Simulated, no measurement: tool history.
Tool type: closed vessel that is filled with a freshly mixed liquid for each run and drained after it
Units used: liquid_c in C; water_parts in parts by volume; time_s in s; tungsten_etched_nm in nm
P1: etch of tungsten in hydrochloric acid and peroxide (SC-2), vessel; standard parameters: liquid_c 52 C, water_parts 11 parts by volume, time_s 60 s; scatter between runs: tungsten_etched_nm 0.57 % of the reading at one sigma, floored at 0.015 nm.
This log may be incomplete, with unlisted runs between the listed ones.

run  hour  liquid_c  water_parts  time_s  hours since the thermometer was replaced  hours since the chemicals flow meter was replaced  hours since the drum of peroxide was connected  tungsten_etched_nm
  1   4.5        52           11      60                                     361.3                                             1026.7                                           185.9              22.432
  2   8.9        52         18.5      60                                     365.7                                             1031.1                                           190.3              14.049
  3  13.8      44.5           11      60                                     370.6                                               1036                                           195.2               13.54
  4  17.1        52           11      60                                     373.9                                             1039.3                                           198.5              22.614
  5    21      37.5            4      60                                     377.8                                             1043.2                                           202.4               17.88
  6  24.5        52           11      60                                     381.3                                             1046.7                                           205.9              22.634
  7  29.9        52           11      60                                     386.7                                             1052.1                                           211.3              22.367
  8  33.5        67           11      60                                     390.3                                             1055.7                                           214.9              58.016
  9  36.4        52           11      30                                     393.2                                             1058.6                                           217.8              11.183
 10  41.1        52           11      60                                     397.9                                             1063.3                                           222.5              22.837
 11  45.8        45           11      30                                     402.6                                               1068                                           227.2              7.0636
 12  48.9      63.5           16      60                                     405.7                                             1071.1                                           230.3              33.837
 13  53.3        52           11     120                                     410.1                                             1075.5                                           234.7              44.996
 14  57.7        52            4      60                                     414.5                                             1079.9                                           239.1              48.722
 15  61.2        52           11      60                                       418                                             1083.4                                           242.6              22.644
 16  65.5        52           11      60                                     422.3                                             1087.7                                           246.9              21.417

Expected results for the next run?
 17  69.2        52           11      60                                       426                                             1091.4                                           250.6                   ?

tungsten_etched_nm: 21.107 nm
